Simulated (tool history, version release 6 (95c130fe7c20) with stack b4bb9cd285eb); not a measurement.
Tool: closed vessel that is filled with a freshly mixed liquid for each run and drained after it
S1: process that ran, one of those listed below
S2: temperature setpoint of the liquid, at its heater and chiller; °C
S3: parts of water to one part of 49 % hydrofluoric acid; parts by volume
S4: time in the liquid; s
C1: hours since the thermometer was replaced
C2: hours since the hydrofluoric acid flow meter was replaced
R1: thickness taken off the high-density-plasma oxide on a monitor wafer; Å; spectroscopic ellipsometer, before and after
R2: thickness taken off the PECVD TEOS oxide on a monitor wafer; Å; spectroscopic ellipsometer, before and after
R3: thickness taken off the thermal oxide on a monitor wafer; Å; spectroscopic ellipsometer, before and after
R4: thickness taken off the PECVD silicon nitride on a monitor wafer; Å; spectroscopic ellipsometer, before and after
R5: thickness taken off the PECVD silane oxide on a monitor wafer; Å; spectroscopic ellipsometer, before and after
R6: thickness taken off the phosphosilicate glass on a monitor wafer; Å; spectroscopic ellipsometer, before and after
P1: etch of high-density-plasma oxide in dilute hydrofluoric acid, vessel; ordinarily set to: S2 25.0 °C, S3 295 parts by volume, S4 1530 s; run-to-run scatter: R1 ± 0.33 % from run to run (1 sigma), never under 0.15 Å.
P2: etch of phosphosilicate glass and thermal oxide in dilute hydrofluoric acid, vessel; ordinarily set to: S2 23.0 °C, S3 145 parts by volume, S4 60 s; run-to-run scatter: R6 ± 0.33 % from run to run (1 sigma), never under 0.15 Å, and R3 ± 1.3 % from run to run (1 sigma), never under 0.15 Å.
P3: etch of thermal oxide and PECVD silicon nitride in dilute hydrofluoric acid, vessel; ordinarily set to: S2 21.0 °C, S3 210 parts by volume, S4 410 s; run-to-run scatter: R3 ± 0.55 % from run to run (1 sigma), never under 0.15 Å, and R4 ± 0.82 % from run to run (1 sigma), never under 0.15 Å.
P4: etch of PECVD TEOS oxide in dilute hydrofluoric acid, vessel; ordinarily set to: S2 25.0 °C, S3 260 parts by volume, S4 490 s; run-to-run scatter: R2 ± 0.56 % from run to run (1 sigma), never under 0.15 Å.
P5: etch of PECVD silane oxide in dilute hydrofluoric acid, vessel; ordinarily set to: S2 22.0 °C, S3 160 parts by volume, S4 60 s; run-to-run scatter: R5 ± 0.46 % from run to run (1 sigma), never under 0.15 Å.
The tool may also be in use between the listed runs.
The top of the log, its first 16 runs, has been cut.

run,hour,S1,S2,S3,S4,C1,C2,R1,R2,R3,R4,R5,R6
17,229.9,P3,21.0,210,410,645.9,404.5,,,71.8600,31.434,,
18,237.9,P1,25.0,295,3050,653.9,412.5,498.790,,,,,
19,253.1,P1,25.0,295,1530,669.1,427.7,249.190,,,,,
20,264.0,P4,18.0,260,490,680.0,438.6,,359.090,,,,
21,278.2,P3,17.0,210,410,694.2,452.8,,,61.9900,23.744,,
22,295.1,P1,18.0,295,270,711.1,469.7,34.522,,,,,
23,312.4,P1,25.0,295,1530,728.4,487.0,248.350,,,,,
24,328.7,P2,23.0,145,95,744.7,503.3,,,27.6180,,,415.45
25,344.8,P2,27.0,145,60,760.8,519.4,,,20.2690,,,305.86
26,356.7,P5,28.0,160,60,772.7,531.3,,,,,62.944,
27,364.8,P1,30.5,295,1530,780.8,539.4,299.510,,,,,
28,382.6,P1,21.5,295,340,798.6,557.2,48.942,,,,,

Expected results for the next run?
29,397.7,P3,21.0,210,410,813.7,572.3,,,?,?,,

R3: 72.8250 Å
R4: 31.144 Å

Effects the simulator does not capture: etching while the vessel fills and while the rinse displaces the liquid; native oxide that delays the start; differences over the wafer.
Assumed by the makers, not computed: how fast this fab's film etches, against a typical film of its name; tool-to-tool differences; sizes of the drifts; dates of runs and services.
